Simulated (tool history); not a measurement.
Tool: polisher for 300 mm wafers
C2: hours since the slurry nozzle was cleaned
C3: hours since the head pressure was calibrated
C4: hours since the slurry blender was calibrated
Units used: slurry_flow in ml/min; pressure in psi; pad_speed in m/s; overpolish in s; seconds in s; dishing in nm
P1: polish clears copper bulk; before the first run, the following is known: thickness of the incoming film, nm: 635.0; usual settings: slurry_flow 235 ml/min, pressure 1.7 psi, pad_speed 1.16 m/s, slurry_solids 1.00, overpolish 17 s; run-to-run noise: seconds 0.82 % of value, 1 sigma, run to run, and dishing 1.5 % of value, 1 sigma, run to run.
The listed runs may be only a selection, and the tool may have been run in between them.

Run 1, day 0.233: slurry_flow 235 ml/min, pressure 1.7 psi, pad_speed 1.16 m/s, slurry_solids 1.00, overpolish 17 s; wafers polished on this pad 907; C2 398.4; C3 84.6; C4 48.8. Result: seconds 85.791 s, dishing 63.990 nm.
Run 2, day 0.404: slurry_flow 335 ml/min, pressure 1.7 psi, pad_speed 1.16 m/s, slurry_solids 1.45, overpolish 17 s; wafers polished on this pad 950; C2 402.5; C3 88.7; C4 52.9. Result: seconds 75.291 s, dishing 69.283 nm.
Run 3, day 0.567: slurry_flow 235 ml/min, pressure 1.7 psi, pad_speed 1.16 m/s, slurry_solids 1.00, overpolish 17 s; wafers polished on this pad 990; C2 406.4; C3 92.6; C4 56.8. Result: seconds 83.755 s, dishing 65.810 nm.
Run 4, day 0.833: slurry_flow 235 ml/min, pressure 1.7 psi, pad_speed 1.16 m/s, slurry_solids 1.00, overpolish 34 s; wafers polished on this pad 1057; C2 412.8; C3 99.0; C4 63.2. Result: seconds 84.728 s, dishing 89.562 nm.
Run 5, day 1.133: slurry_flow 235 ml/min, pressure 1.7 psi, pad_speed 0.52 m/s, slurry_solids 1.00, overpolish 17 s; wafers polished on this pad 1132; C2 420.0; C3 106.2; C4 70.4. Result: seconds 188.580 s, dishing 38.036 nm.
Run 6, day 1.283: slurry_flow 235 ml/min, pressure 1.7 psi, pad_speed 1.16 m/s, slurry_solids 1.30, overpolish 17 s; wafers polished on this pad 1169; C2 423.6; C3 109.8; C4 74.0. Result: seconds 80.128 s, dishing 66.880 nm.
Run 7, day 1.512: slurry_flow 140 ml/min, pressure 1.7 psi, pad_speed 1.16 m/s, slurry_solids 1.00, overpolish 17 s; wafers polished on this pad 1226; C2 429.1; C3 115.3; C4 79.5. Result: seconds 90.378 s, dishing 62.000 nm.
Run 8, day 1.775: slurry_flow 235 ml/min, pressure 2.3 psi, pad_speed 1.16 m/s, slurry_solids 1.00, overpolish 17 s; wafers polished on this pad 1292; C2 435.4; C3 121.6; C4 85.8. Result: seconds 62.573 s, dishing 81.653 nm.
Run 9, day 2.050: slurry_flow 140 ml/min, pressure 1.7 psi, pad_speed 0.58 m/s, slurry_solids 1.00, overpolish 17 s; wafers polished on this pad 1361; C2 442.0; C3 128.2; C4 92.4. Result: seconds 184.210 s, dishing 38.034 nm.
Run 10, day 2.325: slurry_flow 235 ml/min, pressure 1.7 psi, pad_speed 1.16 m/s, slurry_solids 1.00, overpolish 7 s; wafers polished on this pad 1429; C2 448.6; C3 134.8; C4 99.0. Result: seconds 83.999 s, dishing 34.123 nm.
Run 11, day 2.504: slurry_flow 235 ml/min, pressure 1.2 psi, pad_speed 1.16 m/s, slurry_solids 1.00, overpolish 17 s; wafers polished on this pad 1474; C2 452.9; C3 139.1; C4 103.3. Result: seconds 119.740 s, dishing 49.441 nm.
Run 12, day 2.675: slurry_flow 335 ml/min, pressure 1.7 psi, pad_speed 1.16 m/s, slurry_solids 1.00, overpolish 17 s; wafers polished on this pad 1517; C2 457.0; C3 143.2; C4 107.4. Result: seconds 81.371 s, dishing 64.380 nm.
Run 13, day 2.938: slurry_flow 235 ml/min, pressure 1.7 psi, pad_speed 1.82 m/s, slurry_solids 1.00, overpolish 17 s; wafers polished on this pad 1582; C2 463.3; C3 149.5; C4 113.7. Result: seconds 53.938 s, dishing 80.498 nm.
Run 14, day 3.133: slurry_flow 235 ml/min, pressure 1.7 psi, pad_speed 1.16 m/s, slurry_solids 1.00, overpolish 17 s; wafers polished on this pad 1631; C2 468.0; C3 154.2; C4 118.4. Result: seconds 84.299 s, dishing 64.355 nm.
Run 15, day 3.325: slurry_flow 235 ml/min, pressure 1.7 psi, pad_speed 1.16 m/s, slurry_solids 1.00, overpolish 17 s; wafers polished on this pad 1679; C2 472.6; C3 158.8; C4 123.0. Result: seconds 84.592 s, dishing 65.588 nm.
Run 16, day 3.475: slurry_flow 235 ml/min, pressure 0.9 psi, pad_speed 1.16 m/s, slurry_solids 0.65, overpolish 17 s; wafers polished on this pad 1717; C2 476.2; C3 162.4; C4 126.6. Result: seconds 174.110 s, dishing 35.862 nm.
At day 3.746: slurry nozzle cleaned.
Run 17, day 3.767: slurry_flow 235 ml/min, pressure 1.7 psi, pad_speed 1.16 m/s, slurry_solids 1.00, overpolish 17 s; wafers polished on this pad 1789; C2 0.5; C3 169.4; C4 133.6. Result: seconds 84.826 s, dishing 65.095 nm.
Run 18, day 4.029: slurry_flow 235 ml/min, pressure 1.7 psi, pad_speed 1.16 m/s, slurry_solids 0.55, overpolish 17 s; wafers polished on this pad 1855; C2 6.8; C3 175.7; C4 139.9. Result: seconds 96.021 s, dishing 58.899 nm.
Run 19, day 4.167: slurry_flow 235 ml/min, pressure 1.7 psi, pad_speed 1.16 m/s, slurry_solids 1.00, overpolish 17 s; wafers polished on this pad 1889; C2 10.1; C3 179.0; C4 143.2. Result: seconds 85.738 s, dishing 65.324 nm.
Run 20, day 4.408: slurry_flow 235 ml/min, pressure 1.7 psi, pad_speed 1.16 m/s, slurry_solids 1.00, overpolish 17 s; wafers polished on this pad 1950; C2 15.9; C3 184.8; C4 149.0. Result: seconds 87.284 s, dishing 61.414 nm.
Run 21, day 4.562: slurry_flow 235 ml/min, pressure 1.7 psi, pad_speed 1.16 m/s, slurry_solids 1.00, overpolish 17 s; wafers polished on this pad 1988; C2 19.6; C3 188.5; C4 152.7. Result: seconds 88.800 s, dishing 63.539 nm.
Run 22, day 4.725: slurry_flow 235 ml/min, pressure 1.7 psi, pad_speed 1.16 m/s, slurry_solids 1.00, overpolish 17 s; wafers polished on this pad 2029; C2 23.5; C3 192.4; C4 156.6. Result: seconds 89.037 s, dishing 63.081 nm.
Run 23, day 4.896: slurry_flow 235 ml/min, pressure 1.7 psi, pad_speed 1.16 m/s, slurry_solids 1.00, overpolish 17 s; wafers polished on this pad 2071; C2 27.6; C3 196.5; C4 160.7. Result: seconds 89.007 s, dishing 63.119 nm.
At day 5.021: head pressure recalibrated.
Run 24, day 5.125: slurry_flow 235 ml/min, pressure 1.7 psi, pad_speed 1.16 m/s, slurry_solids 1.00, overpolish 17 s; wafers polished on this pad 2129; C2 33.1; C3 2.6; C4 166.2. Result: seconds 89.728 s, dishing 61.525 nm.
At day 5.242: slurry blender recalibrated.
Run 25, day 5.358: slurry_flow 235 ml/min, pressure 1.7 psi, pad_speed 1.16 m/s, slurry_solids 1.00, overpolish 17 s; wafers polished on this pad 2187; C2 38.7; C3 8.2; C4 2.9. Result: seconds 89.565 s, dishing 61.762 nm.
Run 26, day 5.612: slurry_flow 235 ml/min, pressure 1.7 psi, pad_speed 1.16 m/s, slurry_solids 1.00, overpolish 17 s; wafers polished on this pad 2250; C2 44.8; C3 14.3; C4 9.0. Result: seconds 90.070 s, dishing 63.829 nm.

The output of P1 has drifted from where it used to be. Each of the 2 causes below, taken at the size shown beside it, accounts for the log equally well:
A: slurry flow missing at the pad, % = 35.8
B: removal rate lost through wear of the pad, % = 6.09
At approximately day 4.167, the process output began to creep.
All other causes, with the reason each is excluded:
head's pressure below its setpoint, %: serviced at day 5.021, which brought nothing back
abrasive missing from the slurry, %: serviced at day 5.242, which brought nothing back

4 check runs are offered, each on 3 wafers whose results are averaged, their results left as question marks. Which one tells the causes apart?
Run check 1, day 5.867: slurry_flow 235 ml/min, pressure 1.7 psi, pad_speed 1.76 m/s, slurry_solids 1.00, overpolish 17 s. Result: seconds ?, dishing ?.
Run check 2, day 5.867: slurry_flow 235 ml/min, pressure 1.7 psi, pad_speed 1.16 m/s, slurry_solids 1.00, overpolish 25 s. Result: seconds ?, dishing ?.
Run check 3, day 5.867: slurry_flow 235 ml/min, pressure 1.7 psi, pad_speed 1.16 m/s, slurry_solids 1.25, overpolish 32 s. Result: seconds ?, dishing ?.
Run check 4, day 5.867: slurry_flow 140 ml/min, pressure 1.7 psi, pad_speed 1.16 m/s, slurry_solids 1.00, overpolish 23 s. Result: seconds ?, dishing ?.

Outcome of each check run for each possible cause:
  check   result     if A    if B
check 1  seconds   59.375  59.380
check 1  dishing   78.078  78.075
check 2  seconds   90.087  90.094
check 2  dishing   76.962  76.959
check 3  seconds   85.826  85.834
check 3  dishing   86.814  86.812
check 4  seconds  100.990  97.221
check 4  dishing   69.656  71.086
Smallest distance between any two causes, each pair judged by its most separating result, in per cent: check 1 0.01 %; check 2 0.01 %; check 3 0.01 %; check 4 3.8 %
The other checks would show nearly matching results whichever cause is true, so check 4 is the only one that separates the causes.

Then check 4 was run and gave: seconds 97.103 s; dishing 71.131 nm. Which cause is it?

The correct cause is B, namely: removal rate lost through wear of the pad, %.
